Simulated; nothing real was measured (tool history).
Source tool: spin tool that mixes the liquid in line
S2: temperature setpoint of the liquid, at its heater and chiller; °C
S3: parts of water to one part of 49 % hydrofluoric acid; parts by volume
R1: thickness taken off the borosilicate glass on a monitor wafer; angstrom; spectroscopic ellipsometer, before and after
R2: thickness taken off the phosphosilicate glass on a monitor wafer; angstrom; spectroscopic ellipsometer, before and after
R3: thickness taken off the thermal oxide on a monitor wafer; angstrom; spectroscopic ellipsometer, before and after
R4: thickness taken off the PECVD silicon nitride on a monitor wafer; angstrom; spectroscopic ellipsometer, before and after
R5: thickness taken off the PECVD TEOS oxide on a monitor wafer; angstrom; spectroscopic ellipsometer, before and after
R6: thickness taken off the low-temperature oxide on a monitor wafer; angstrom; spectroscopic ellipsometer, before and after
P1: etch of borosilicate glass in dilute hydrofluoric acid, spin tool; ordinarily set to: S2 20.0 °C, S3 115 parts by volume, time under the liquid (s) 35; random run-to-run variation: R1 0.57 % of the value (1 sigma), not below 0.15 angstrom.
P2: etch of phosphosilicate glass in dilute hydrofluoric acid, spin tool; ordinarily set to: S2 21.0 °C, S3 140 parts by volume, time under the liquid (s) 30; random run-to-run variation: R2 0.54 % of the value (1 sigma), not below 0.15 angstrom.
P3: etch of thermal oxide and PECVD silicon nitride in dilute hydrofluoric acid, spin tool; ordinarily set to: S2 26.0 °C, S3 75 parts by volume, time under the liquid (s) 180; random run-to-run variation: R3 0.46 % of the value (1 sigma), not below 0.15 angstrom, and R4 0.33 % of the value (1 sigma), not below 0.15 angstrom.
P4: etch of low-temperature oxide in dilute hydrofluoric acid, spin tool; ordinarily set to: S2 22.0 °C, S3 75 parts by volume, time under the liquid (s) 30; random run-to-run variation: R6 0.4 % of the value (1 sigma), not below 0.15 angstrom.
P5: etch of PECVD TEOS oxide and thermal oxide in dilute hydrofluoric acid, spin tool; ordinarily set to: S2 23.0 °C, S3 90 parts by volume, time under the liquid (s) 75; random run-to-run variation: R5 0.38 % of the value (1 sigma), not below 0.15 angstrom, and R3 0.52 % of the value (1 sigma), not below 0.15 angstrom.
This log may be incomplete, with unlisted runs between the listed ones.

Run 1, hour 11.9: process that ran P1, S2 20.0 °C, S3 115 parts by volume, time under the liquid (s) 35. Result: R1 61.907 angstrom.
Run 2, hour 22.5: process that ran P1, S2 26.0 °C, S3 155 parts by volume, time under the liquid (s) 35. Result: R1 55.456 angstrom.
Run 3, hour 32.4: process that ran P2, S2 21.0 °C, S3 140 parts by volume, time under the liquid (s) 15. Result: R2 178.08 angstrom.
Run 4, hour 45.1: process that ran P3, S2 26.0 °C, S3 75 parts by volume, time under the liquid (s) 335. Result: R3 234.5800 angstrom, R4 288.54 angstrom.
Run 5, hour 58.0: process that ran P1, S2 20.0 °C, S3 115 parts by volume, time under the liquid (s) 35. Result: R1 61.525 angstrom.
Run 6, hour 71.6: process that ran P1, S2 20.0 °C, S3 45 parts by volume, time under the liquid (s) 60. Result: R1 292.030 angstrom.
Run 7, hour 78.5: process that ran P5, S2 23.0 °C, S3 90 parts by volume, time under the liquid (s) 15. Result: R3 8.0662 angstrom, R5 36.539 angstrom.
Run 8, hour 87.5: process that ran P5, S2 23.0 °C, S3 90 parts by volume, time under the liquid (s) 75. Result: R3 39.3850 angstrom, R5 180.290 angstrom.
Run 9, hour 98.1: process that ran P3, S2 33.5 °C, S3 75 parts by volume, time under the liquid (s) 180. Result: R3 170.3000 angstrom, R4 248.15 angstrom.
Run 10, hour 104.2: process that ran P5, S2 23.0 °C, S3 90 parts by volume, time under the liquid (s) 75. Result: R3 38.9640 angstrom, R5 180.470 angstrom.
Run 11, hour 115.8: process that ran P1, S2 20.0 °C, S3 50 parts by volume, time under the liquid (s) 35. Result: R1 153.350 angstrom.
Run 12, hour 128.9: process that ran P5, S2 23.0 °C, S3 20 parts by volume, time under the liquid (s) 75. Result: R3 193.3900 angstrom, R5 892.120 angstrom.
Run 13, hour 140.1: process that ran P1, S2 20.0 °C, S3 115 parts by volume, time under the liquid (s) 35. Result: R1 61.705 angstrom.
Run 14, hour 152.1: process that ran P1, S2 20.0 °C, S3 180 parts by volume, time under the liquid (s) 35. Result: R1 37.043 angstrom.
Run 15, hour 163.2: process that ran P1, S2 17.0 °C, S3 115 parts by volume, time under the liquid (s) 35. Result: R1 55.189 angstrom.
Run 16, hour 173.2: process that ran P4, S2 22.0 °C, S3 140 parts by volume, time under the liquid (s) 30. Result: R6 32.185 angstrom.
Run 17, hour 181.2: process that ran P1, S2 17.0 °C, S3 115 parts by volume, time under the liquid (s) 65. Result: R1 100.480 angstrom.
Run 18, hour 188.4: process that ran P3, S2 26.0 °C, S3 75 parts by volume, time under the liquid (s) 180. Result: R3 126.8000 angstrom, R4 154.52 angstrom.
Run 19, hour 197.6: process that ran P4, S2 22.0 °C, S3 75 parts by volume, time under the liquid (s) 30. Result: R6 64.792 angstrom.
Run 20, hour 205.0: process that ran P4, S2 17.0 °C, S3 75 parts by volume, time under the liquid (s) 30. Result: R6 53.238 angstrom.
Run 21, hour 213.1: process that ran P3, S2 26.0 °C, S3 20 parts by volume, time under the liquid (s) 180. Result: R3 516.2300 angstrom, R4 559.64 angstrom.
Run 22, hour 219.2: process that ran P2, S2 21.0 °C, S3 140 parts by volume, time under the liquid (s) 30. Result: R2 362.29 angstrom.
Run 23, hour 229.9: process that ran P1, S2 26.0 °C, S3 115 parts by volume, time under the liquid (s) 35. Result: R1 78.524 angstrom.
Run 24, hour 242.9: process that ran P2, S2 21.0 °C, S3 80 parts by volume, time under the liquid (s) 30. Result: R2 674.81 angstrom.
Run 25, hour 251.5: process that ran P1, S2 20.0 °C, S3 115 parts by volume, time under the liquid (s) 35. Result: R1 61.325 angstrom.
Run 26, hour 265.3: process that ran P5, S2 27.5 °C, S3 90 parts by volume, time under the liquid (s) 75. Result: R3 46.9930 angstrom, R5 215.820 angstrom.
Run 27, hour 273.7: process that ran P2, S2 25.0 °C, S3 140 parts by volume, time under the liquid (s) 30. Result: R2 421.95 angstrom.
Run 28, hour 282.5: process that ran P1, S2 20.0 °C, S3 115 parts by volume, time under the liquid (s) 35. Result: R1 61.097 angstrom.

Run 29, settings as shown, results not yet in. Your forecast:
Run 29, hour 288.9: process that ran P1, S2 20.0 °C, S3 115 parts by volume, time under the liquid (s) 15. Result: R1 ?.

{"run 29": {"R1": 26.394}}

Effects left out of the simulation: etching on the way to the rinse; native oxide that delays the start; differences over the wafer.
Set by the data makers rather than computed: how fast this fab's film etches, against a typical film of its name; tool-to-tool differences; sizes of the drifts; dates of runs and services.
